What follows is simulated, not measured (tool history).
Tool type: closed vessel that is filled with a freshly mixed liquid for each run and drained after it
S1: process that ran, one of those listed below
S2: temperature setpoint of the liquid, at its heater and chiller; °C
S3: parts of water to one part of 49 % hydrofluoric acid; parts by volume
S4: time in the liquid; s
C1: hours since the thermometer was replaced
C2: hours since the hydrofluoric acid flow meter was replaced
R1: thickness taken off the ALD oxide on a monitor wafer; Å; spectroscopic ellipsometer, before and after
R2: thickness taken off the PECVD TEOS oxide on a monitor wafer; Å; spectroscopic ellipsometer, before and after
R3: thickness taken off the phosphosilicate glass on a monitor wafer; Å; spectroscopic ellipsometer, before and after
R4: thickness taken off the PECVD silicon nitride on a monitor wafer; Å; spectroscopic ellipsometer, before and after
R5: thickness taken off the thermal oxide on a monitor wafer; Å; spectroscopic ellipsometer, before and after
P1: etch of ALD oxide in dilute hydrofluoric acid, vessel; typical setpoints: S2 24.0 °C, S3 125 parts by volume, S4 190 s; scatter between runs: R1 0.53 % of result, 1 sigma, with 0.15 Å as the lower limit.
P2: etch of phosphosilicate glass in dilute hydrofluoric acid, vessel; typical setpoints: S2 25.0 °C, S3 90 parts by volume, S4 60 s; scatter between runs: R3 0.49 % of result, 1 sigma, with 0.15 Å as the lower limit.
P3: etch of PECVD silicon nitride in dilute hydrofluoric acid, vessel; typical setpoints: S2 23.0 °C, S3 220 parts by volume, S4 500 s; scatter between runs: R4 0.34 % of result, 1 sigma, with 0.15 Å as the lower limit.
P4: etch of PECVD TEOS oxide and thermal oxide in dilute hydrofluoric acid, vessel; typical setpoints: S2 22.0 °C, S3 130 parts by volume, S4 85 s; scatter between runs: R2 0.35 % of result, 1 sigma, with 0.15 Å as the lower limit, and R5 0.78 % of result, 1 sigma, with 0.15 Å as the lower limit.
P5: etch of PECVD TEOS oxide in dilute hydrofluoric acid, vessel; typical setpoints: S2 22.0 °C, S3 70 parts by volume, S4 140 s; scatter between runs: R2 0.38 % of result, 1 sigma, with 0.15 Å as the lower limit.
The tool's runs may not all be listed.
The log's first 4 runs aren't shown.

run	hour	S1	S2	S3	S4	C1	C2	R1	R2	R3	R4	R5
5	35.8	P1	24.0	45	190	1195.8	209.5	428.960				
6	42.4	P1	24.0	125	190	1202.4	216.1	139.160				
7	48.5	P1	17.0	125	190	1208.5	222.2	104.720				
8	57.3	P2	25.0	155	60	1217.3	231.0			223.67		
9	63.7	P1	27.5	125	190	1223.7	237.4	158.780				
10	70.0	P1	24.0	125	285	1230.0	243.7	209.450				
11	79.5	P1	24.0	80	30	1239.5	253.2	36.359				
12	88.1	P3	23.0	135	500	1248.1	261.8				98.050	
13	96.6	P4	22.0	130	85	1256.6	270.3		88.622			26.453
14	104.3	P2	25.0	90	35	1264.3	278.0			242.57		
15	112.0	P5	22.0	70	140	1272.0	285.7		405.580			
16	118.0	P1	24.0	125	55	1278.0	291.7	40.230				
17	124.2	P3	27.5	220	500	1284.2	297.9				81.231	
18	131.9	P1	24.0	125	190	1291.9	305.6	138.600				
19	139.6	P1	24.0	205	190	1299.6	313.3	77.157				
20	144.6	P2	25.0	90	60	1304.6	318.3			415.27		
21	154.6	P2	19.5	90	60	1314.6	328.3			331.24		
22	160.4	P4	22.0	70	85	1320.4	334.1		174.900			53.019
23	165.9	P1	24.0	125	190	1325.9	339.6	138.580				

Forecast run 24:
24	171.9	P1	24.0	125	190	1331.9	345.6	?				

Run 24 measured R1 139.470 Å.
